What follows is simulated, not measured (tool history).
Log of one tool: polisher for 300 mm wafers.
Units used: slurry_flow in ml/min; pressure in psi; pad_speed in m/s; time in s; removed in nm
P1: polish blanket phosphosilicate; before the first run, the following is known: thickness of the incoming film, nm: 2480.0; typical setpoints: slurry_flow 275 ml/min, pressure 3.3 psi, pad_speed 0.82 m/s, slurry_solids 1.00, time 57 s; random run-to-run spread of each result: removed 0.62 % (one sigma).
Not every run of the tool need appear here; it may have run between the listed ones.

run,hour,slurry_flow,pressure,pad_speed,slurry_solids,time,removed
1,10.8,275,3.3,0.82,1.00,57,423.83
2,19.1,275,3.3,0.82,1.00,87,642.03
3,26.6,170,3.3,0.82,1.00,57,399.68
4,36.0,345,3.3,0.82,1.00,57,438.06
# hour 45.4: conditioning disc replaced and pad reconditioned
5,46.8,275,3.3,0.82,1.00,57,417.02
6,55.5,275,1.5,0.82,1.00,57,192.06
7,66.2,275,3.3,0.82,1.35,57,478.22
8,72.7,275,3.3,0.64,1.35,57,390.90
9,83.6,275,5.1,0.82,1.00,57,658.90
10,89.2,275,3.3,0.82,1.00,57,422.11
11,97.8,275,3.3,1.26,1.00,57,596.10
12,103.7,275,3.3,0.82,0.50,57,292.46
13,112.0,275,3.3,0.82,1.00,26,192.40
14,118.5,275,3.3,0.82,1.00,57,424.94
15,126.1,275,3.3,0.82,1.00,57,425.43
16,131.9,275,3.3,0.82,1.00,57,424.28
17,142.2,275,3.3,1.14,1.00,31,298.48
18,153.4,275,3.3,0.42,1.30,57,280.49
19,160.1,275,3.3,0.40,1.00,57,237.65
20,166.1,275,3.3,0.82,1.00,57,427.59

The next listed run, before its measurement:
21,171.7,275,3.3,0.82,1.00,57,?

{"run 21": {"removed": 410.71}}

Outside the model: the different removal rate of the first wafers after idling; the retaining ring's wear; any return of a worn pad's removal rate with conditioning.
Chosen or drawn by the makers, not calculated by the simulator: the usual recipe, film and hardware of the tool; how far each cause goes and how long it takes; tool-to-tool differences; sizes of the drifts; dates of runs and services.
